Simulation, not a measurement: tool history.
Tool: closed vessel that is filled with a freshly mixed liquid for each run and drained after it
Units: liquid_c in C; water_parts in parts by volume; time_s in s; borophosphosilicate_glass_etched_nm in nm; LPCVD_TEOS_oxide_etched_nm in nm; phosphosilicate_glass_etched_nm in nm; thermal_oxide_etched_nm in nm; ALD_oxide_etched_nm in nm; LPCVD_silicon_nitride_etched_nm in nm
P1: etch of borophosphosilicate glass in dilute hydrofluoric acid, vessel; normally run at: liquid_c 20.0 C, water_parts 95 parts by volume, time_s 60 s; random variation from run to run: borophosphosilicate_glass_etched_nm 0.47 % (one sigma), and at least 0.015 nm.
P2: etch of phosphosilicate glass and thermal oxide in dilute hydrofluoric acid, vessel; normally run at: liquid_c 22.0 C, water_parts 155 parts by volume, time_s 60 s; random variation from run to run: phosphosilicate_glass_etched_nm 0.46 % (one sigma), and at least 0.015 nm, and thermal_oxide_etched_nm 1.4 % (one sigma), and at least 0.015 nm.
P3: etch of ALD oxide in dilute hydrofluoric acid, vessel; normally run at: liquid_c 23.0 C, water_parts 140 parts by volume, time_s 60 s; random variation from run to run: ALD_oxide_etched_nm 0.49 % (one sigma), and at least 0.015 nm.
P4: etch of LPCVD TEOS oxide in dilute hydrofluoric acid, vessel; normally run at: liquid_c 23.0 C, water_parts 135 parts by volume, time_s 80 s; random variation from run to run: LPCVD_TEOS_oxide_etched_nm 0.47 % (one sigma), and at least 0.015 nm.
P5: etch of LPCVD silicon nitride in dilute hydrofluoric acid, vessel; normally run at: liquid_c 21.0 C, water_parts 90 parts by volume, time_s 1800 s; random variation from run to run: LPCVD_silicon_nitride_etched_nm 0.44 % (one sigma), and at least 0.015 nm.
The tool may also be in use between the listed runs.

| run | hour | process | liquid_c | water_parts | time_s | borophosphosilicate_glass_etched_nm | LPCVD_TEOS_oxide_etched_nm | phosphosilicate_glass_etched_nm | thermal_oxide_etched_nm | ALD_oxide_etched_nm | LPCVD_silicon_nitride_etched_nm |
|---|---|---|---|---|---|---|---|---|---|---|---|
| 1 | 13.4 | P1 | 20.0 | 95 | 60 | 46.490 |  |  |  |  |  |
| 2 | 21.7 | P4 | 23.0 | 135 | 80 |  | 30.131 |  |  |  |  |
| 3 | 31.0 | P4 | 23.0 | 20 | 80 |  | 237.360 |  |  |  |  |
| 4 | 39.5 | P1 | 17.0 | 95 | 60 | 40.741 |  |  |  |  |  |
| 5 | 48.1 | P1 | 20.0 | 95 | 60 | 45.797 |  |  |  |  |  |
| 6 | 62.1 | P2 | 22.0 | 155 | 60 |  |  | 28.617 | 1.61630 |  |  |
| 7 | 74.8 | P3 | 23.0 | 140 | 60 |  |  |  |  | 9.4396 |  |
| 8 | 85.7 | P1 | 20.0 | 95 | 30 | 23.143 |  |  |  |  |  |
| 9 | 93.6 | P1 | 24.0 | 95 | 60 | 54.471 |  |  |  |  |  |
| 10 | 103.5 | P2 | 22.0 | 80 | 60 |  |  | 60.669 | 3.39640 |  |  |
| 11 | 117.1 | P1 | 20.0 | 25 | 60 | 190.400 |  |  |  |  |  |
| 12 | 127.1 | P1 | 20.0 | 95 | 60 | 46.081 |  |  |  |  |  |
| 13 | 136.6 | P3 | 23.0 | 240 | 60 |  |  |  |  | 4.9449 |  |
| 14 | 152.1 | P3 | 30.5 | 140 | 60 |  |  |  |  | 12.4410 |  |
| 15 | 161.3 | P5 | 21.0 | 145 | 1800 |  |  |  |  |  | 5.1042 |
| 16 | 173.0 | P1 | 17.0 | 55 | 60 | 73.611 |  |  |  |  |  |
| 17 | 187.4 | P1 | 20.0 | 95 | 60 | 46.423 |  |  |  |  |  |
| 18 | 194.7 | P4 | 23.0 | 135 | 80 |  | 30.371 |  |  |  |  |
| 19 | 209.3 | P5 | 17.5 | 90 | 1800 |  |  |  |  |  | 6.3873 |
| 20 | 217.7 | P2 | 22.0 | 155 | 30 |  |  | 14.457 | 0.79926 |  |  |
| 21 | 226.7 | P3 | 23.0 | 140 | 60 |  |  |  |  | 9.3741 |  |
| 22 | 238.4 | P1 | 20.0 | 95 | 60 | 46.294 |  |  |  |  |  |
| 23 | 246.9 | P5 | 21.0 | 90 | 1800 |  |  |  |  |  | 8.0317 |
| 24 | 259.9 | P1 | 20.0 | 160 | 60 | 25.767 |  |  |  |  |  |
| 25 | 274.8 | P2 | 17.0 | 155 | 60 |  |  | 23.565 | 1.34030 |  |  |
| 26 | 286.6 | P1 | 20.0 | 95 | 115 | 88.148 |  |  |  |  |  |
| 27 | 302.1 | P4 | 17.0 | 135 | 80 |  | 23.599 |  |  |  |  |
| 28 | 312.9 | P5 | 21.0 | 90 | 2950 |  |  |  |  |  | 13.3830 |
| 29 | 325.9 | P4 | 23.0 | 135 | 150 |  | 56.956 |  |  |  |  |
| 30 | 341.6 | P3 | 23.0 | 140 | 110 |  |  |  |  | 17.2340 |  |
| 31 | 351.7 | P1 | 20.0 | 95 | 60 | 46.897 |  |  |  |  |  |
| 32 | 359.7 | P1 | 20.0 | 95 | 60 | 46.160 |  |  |  |  |  |
| 33 | 368.6 | P1 | 20.0 | 95 | 60 | 44.764 |  |  |  |  |  |
| 34 | 383.3 | P1 | 20.0 | 95 | 60 | 43.928 |  |  |  |  |  |
| 35 | 398.5 | P1 | 20.0 | 95 | 60 | 43.266 |  |  |  |  |  |
| 36 | 414.5 | P1 | 20.0 | 95 | 60 | 43.129 |  |  |  |  |  |
| 37 | 422.4 | P1 | 20.0 | 95 | 60 | 42.624 |  |  |  |  |  |
| 38 | 436.0 | P1 | 20.0 | 95 | 60 | 42.791 |  |  |  |  |  |
| 39 | 449.2 | P1 | 20.0 | 95 | 60 | 42.672 |  |  |  |  |  |

What P1 gives has crept away from where it was. These 2 causes fit the log equally well, each at the size given:
A: liquid colder than its thermometer reads (K) = 1.98
B: hydrofluoric acid flow below the setpoint (%) = 7.14
The creep began at about hour 359.7.

4 check runs are offered, one wafer each, their results left as question marks. Which one tells the causes apart?
| check 1 | 462.4 | P4 | 19.0 | 35 | 80 |  | ? |  |  |  |  |
| check 2 | 462.4 | P2 | 17.0 | 155 | 30 |  |  | ? | ? |  |  |
| check 3 | 462.4 | P3 | 23.0 | 140 | 105 |  |  |  |  | ? |  |
| check 4 | 462.4 | P5 | 21.0 | 90 | 2930 |  |  |  |  |  | ? |

What each check would give under each cause:
| check | result | if A | if B |
|---|---|---|---|
| check 1 | LPCVD_TEOS_oxide_etched_nm | 102.010 | 102.940 |
| check 2 | phosphosilicate_glass_etched_nm | 10.862 | 10.822 |
| check 2 | thermal_oxide_etched_nm | 0.60139 | 0.59914 |
| check 3 | ALD_oxide_etched_nm | 15.1580 | 15.0310 |
| check 4 | LPCVD_silicon_nitride_etched_nm | 11.5280 | 12.2750 |
How far apart the two closest causes lie, in the result that separates them most: check 1 0.91 %; check 2 0.38 %; check 3 0.84 %; check 4 6.28 %
Check 4 tells the causes apart: in the others they would give nearly the same result.

Then check 4 was run and gave: LPCVD_silicon_nitride_etched_nm 11.5220 nm. Which cause is it?

It is A: liquid colder than its thermometer reads (K).
